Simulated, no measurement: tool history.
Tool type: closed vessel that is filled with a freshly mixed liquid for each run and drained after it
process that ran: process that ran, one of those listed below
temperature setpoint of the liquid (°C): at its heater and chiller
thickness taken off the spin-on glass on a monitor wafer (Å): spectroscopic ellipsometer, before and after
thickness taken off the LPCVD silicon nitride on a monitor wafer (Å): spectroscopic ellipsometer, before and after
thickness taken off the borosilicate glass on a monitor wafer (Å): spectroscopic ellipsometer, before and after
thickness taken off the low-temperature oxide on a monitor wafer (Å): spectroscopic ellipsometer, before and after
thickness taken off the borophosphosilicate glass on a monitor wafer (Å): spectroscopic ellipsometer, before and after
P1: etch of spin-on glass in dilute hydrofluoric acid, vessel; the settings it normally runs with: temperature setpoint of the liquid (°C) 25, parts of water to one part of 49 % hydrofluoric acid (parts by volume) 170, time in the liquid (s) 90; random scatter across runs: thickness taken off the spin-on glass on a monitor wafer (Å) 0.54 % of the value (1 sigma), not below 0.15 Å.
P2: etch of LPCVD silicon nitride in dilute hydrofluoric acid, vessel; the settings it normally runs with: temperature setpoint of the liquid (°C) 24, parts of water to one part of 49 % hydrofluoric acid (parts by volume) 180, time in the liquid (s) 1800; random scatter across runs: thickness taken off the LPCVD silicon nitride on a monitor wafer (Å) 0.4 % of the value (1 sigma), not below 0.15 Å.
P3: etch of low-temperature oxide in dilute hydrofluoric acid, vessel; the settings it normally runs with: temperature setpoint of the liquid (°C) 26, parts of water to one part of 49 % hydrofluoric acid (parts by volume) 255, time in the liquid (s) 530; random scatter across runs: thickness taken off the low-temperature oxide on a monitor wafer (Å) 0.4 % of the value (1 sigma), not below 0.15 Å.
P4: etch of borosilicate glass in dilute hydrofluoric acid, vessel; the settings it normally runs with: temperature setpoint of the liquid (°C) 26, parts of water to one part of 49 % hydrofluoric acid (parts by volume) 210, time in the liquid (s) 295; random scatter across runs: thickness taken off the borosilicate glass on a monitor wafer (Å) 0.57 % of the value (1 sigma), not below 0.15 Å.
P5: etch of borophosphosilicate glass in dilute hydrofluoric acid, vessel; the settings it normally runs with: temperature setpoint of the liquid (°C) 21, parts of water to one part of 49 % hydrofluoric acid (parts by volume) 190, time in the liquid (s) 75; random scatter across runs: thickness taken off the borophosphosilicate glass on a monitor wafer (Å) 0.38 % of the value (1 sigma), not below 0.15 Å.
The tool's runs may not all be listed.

run,hour,process that ran,temperature setpoint of the liquid (°C),parts of water to one part of 49 % hydrofluoric acid (parts by volume),time in the liquid (s),hours since the thermometer was replaced,hours since the hydrofluoric acid flow meter was replaced,thickness taken off the spin-on glass on a monitor wafer (Å),thickness taken off the LPCVD silicon nitride on a monitor wafer (Å),thickness taken off the borosilicate glass on a monitor wafer (Å),thickness taken off the low-temperature oxide on a monitor wafer (Å),thickness taken off the borophosphosilicate glass on a monitor wafer (Å)
1,5.1,P1,25,170,90,220.3,466.6,124.05,,,,
2,9.9,P2,24,180,2900,225.1,471.4,,87.24,,,
3,14.2,P4,26,325,295,229.4,475.7,,,311.96,,
4,20.3,P1,18,170,90,235.5,481.8,93.936,,,,
5,26.2,P3,26,255,530,241.4,487.7,,,,488.38,
6,31.7,P2,24,30,1800,246.9,493.2,,315.58,,,
7,35,P1,25,270,90,250.2,496.5,70.693,,,,
8,39.3,P1,25,170,90,254.5,500.8,123.18,,,,
9,44,P4,30,210,295,259.2,505.5,,,622.26,,
10,48.8,P5,21,190,30,264,510.3,,,,,49.832
11,54,P1,25,170,30,269.2,515.5,41.154,,,,
12,57.1,P3,26,460,530,272.3,518.6,,,,220.95,
13,60.5,P1,25,170,90,275.7,522,123.5,,,,
14,67,P1,33,170,90,282.2,528.5,166.47,,,,
15,70.5,P1,25,45,90,285.7,532,542.61,,,,
16,74.3,P1,25,170,90,289.5,535.8,124.39,,,,
17,80.3,P4,26,210,295,295.5,541.8,,,545.7,,
18,83.9,P5,21,260,75,299.1,545.4,,,,,84.591
19,88.8,P1,25,300,170,304,550.3,115.12,,,,
20,94.7,P3,31.5,255,530,309.9,556.2,,,,589.37,
21,99.4,P1,25,170,90,314.6,560.9,123.19,,,,
22,104.8,P2,24,180,1800,320,566.3,,54.722,,,
23,107.8,P4,26,210,30,323,569.3,,,55.344,,
24,111.2,P3,26,255,45,326.4,572.7,,,,41.626,
25,116.3,P1,25,170,170,331.5,577.8,232.75,,,,
26,119.4,P1,25,170,90,334.6,580.9,123.83,,,,
27,126.2,P2,30.5,180,1800,341.4,587.7,,81.733,,,
28,131.8,P5,21,190,75,347,593.3,,,,,124.54
29,138.7,P5,26,190,75,353.9,600.2,,,,,149.29
30,142.1,P1,25,170,90,357.3,603.6,123.38,,,,
31,149,P1,25,170,90,364.2,610.5,119.89,,,,
32,154.6,P1,25,170,90,369.8,616.1,118.22,,,,
33,161.4,P1,25,170,90,376.6,622.9,116.61,,,,
34,167.6,P1,25,170,90,382.8,629.1,115.59,,,,
35,173.2,P1,25,170,90,388.4,634.7,115.95,,,,
36,178.8,P1,25,170,90,394,640.3,115.94,,,,
37,185.1,P1,25,170,90,400.3,646.6,115.54,,,,

P1 has crept away from where it was. The log is fitted equally well by each of these 2 causes, at the sizes shown:
A: hydrofluoric acid flow below the setpoint (%) = 5.47
B: liquid colder than its thermometer reads (K) = 1.8
Onset of the creep was near hour 142.1.

Listed below are the offered check runs, one wafer per run, with question marks in place of results. For which of them would the causes give clearly different outcomes?
check 1,191.4,P2,24,180,1800,,,,?,,,
check 2,191.4,P5,21,190,75,,,,,,,?
check 3,191.4,P3,26,255,530,,,,,,?,
check 4,191.4,P4,26,210,295,,,,,?,,

Expected result of each check under each candidate cause:
check,result,if A,if B
check 1,thickness taken off the LPCVD silicon nitride on a monitor wafer (Å),51.58,48.578
check 2,thickness taken off the borophosphosilicate glass on a monitor wafer (Å),116.55,116.25
check 3,thickness taken off the low-temperature oxide on a monitor wafer (Å),453.7,457.53
check 4,thickness taken off the borosilicate glass on a monitor wafer (Å),507.76,509.99
Separation of the two closest causes in each check, using whichever result separates them best: check 1 6 %; check 2 0.25 %; check 3 0.84 %; check 4 0.44 %
The other checks would show nearly matching results whichever cause is true, so check 1 is the only one that separates the causes.

The results of check 1 are: thickness taken off the LPCVD silicon nitride on a monitor wafer (Å) 51.758. Based on these, which of the listed causes is it?

The correct cause is A, namely: hydrofluoric acid flow below the setpoint (%).
